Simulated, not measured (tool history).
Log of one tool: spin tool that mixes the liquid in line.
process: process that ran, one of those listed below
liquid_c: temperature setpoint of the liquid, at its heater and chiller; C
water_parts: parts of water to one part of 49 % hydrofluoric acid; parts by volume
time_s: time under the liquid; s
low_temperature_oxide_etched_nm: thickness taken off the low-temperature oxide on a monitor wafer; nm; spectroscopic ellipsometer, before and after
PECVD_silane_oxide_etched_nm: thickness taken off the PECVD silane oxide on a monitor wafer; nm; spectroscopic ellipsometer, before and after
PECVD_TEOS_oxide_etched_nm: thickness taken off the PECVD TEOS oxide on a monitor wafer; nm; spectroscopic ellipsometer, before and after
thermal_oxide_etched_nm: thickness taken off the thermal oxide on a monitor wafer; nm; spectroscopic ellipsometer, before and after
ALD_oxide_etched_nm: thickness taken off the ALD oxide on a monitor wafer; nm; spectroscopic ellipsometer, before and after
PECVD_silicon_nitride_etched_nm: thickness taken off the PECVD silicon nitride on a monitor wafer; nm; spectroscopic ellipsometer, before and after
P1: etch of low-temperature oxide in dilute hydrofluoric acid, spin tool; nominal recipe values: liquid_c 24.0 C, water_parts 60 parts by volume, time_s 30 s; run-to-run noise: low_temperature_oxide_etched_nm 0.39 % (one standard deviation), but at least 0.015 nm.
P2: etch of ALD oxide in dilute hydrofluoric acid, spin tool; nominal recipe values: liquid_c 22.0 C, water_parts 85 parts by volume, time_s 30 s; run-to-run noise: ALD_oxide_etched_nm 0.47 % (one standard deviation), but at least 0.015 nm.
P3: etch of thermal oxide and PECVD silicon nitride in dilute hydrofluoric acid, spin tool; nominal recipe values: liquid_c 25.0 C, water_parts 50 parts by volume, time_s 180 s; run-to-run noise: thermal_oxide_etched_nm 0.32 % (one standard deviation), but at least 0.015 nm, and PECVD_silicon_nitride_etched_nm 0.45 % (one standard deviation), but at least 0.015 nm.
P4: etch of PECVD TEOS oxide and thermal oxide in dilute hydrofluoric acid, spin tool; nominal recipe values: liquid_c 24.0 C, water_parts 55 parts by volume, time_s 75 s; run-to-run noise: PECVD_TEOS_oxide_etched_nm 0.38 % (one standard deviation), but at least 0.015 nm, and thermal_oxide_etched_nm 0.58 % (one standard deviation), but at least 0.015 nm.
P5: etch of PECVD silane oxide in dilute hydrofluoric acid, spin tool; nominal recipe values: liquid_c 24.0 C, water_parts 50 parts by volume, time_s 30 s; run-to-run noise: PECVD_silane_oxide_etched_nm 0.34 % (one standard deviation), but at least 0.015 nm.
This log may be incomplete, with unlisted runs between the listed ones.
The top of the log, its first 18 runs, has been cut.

run   hour  process  liquid_c  water_parts  time_s  hours since the thermometer was replaced  hours since the hydrofluoric acid flow meter was replaced  low_temperature_oxide_etched_nm  PECVD_silane_oxide_etched_nm  PECVD_TEOS_oxide_etched_nm  thermal_oxide_etched_nm  ALD_oxide_etched_nm  PECVD_silicon_nitride_etched_nm
 19  253.8       P2      22.0           85      55                                     486.7                                                      642.9                                                                                                                                   8.5487
 20  262.8       P1      24.0           95      30                                     495.7                                                      651.9                           6.2933
 21  279.6       P5      18.0           50      30                                     512.5                                                      668.7                                                         16.716
 22  288.3       P1      24.0           60      55                                     521.2                                                      677.4                          18.9360
     302.0  -- thermometer replaced
 23  307.5       P1      24.0           60      30                                       5.5                                                      696.6                          10.3120
 24  321.5       P3      19.5           50     180                                      19.5                                                      710.6                                                                                                             15.1360                                               14.8640
 25  334.8       P4      24.0           55      75                                      32.8                                                      723.9                                                                                     19.047                   6.7397
 26  343.3       P3      25.0           50     180                                      41.3                                                      732.4                                                                                                             18.9810                                               21.6730
 27  356.7       P1      24.0           60      15                                      54.7                                                      745.8                           5.1794
 28  365.4       P1      24.0           60      30                                      63.4                                                      754.5                          10.3360
 29  380.2       P3      25.0           50     180                                      78.2                                                      769.3                                                                                                             18.9630                                               21.8920
 30  390.4       P1      24.0           60      30                                      88.4                                                      779.5                          10.3570
 31  401.7       P5      24.0           50      30                                      99.7                                                      790.8                                                         21.469
 32  420.2       P4      24.0           55     115                                     118.2                                                      809.3                                                                                     29.015                  10.3650
 33  436.1       P5      24.0           50      15                                     134.1                                                      825.2                                                         10.697
 34  453.4       P1      24.0           60      30                                     151.4                                                      842.5                          10.4280
 35  470.6       P1      24.0           60      30                                     168.6                                                      859.7                          10.6130
 36  480.1       P1      24.0           60      30                                     178.1                                                      869.2                          10.8290
 37  497.7       P1      24.0           60      30                                     195.7                                                      886.8                          10.8540

Forecast run 38:
 38  512.7       P1      24.0           60      30                                     210.7                                                      901.8                                ?

low_temperature_oxide_etched_nm: 11.0250 nm
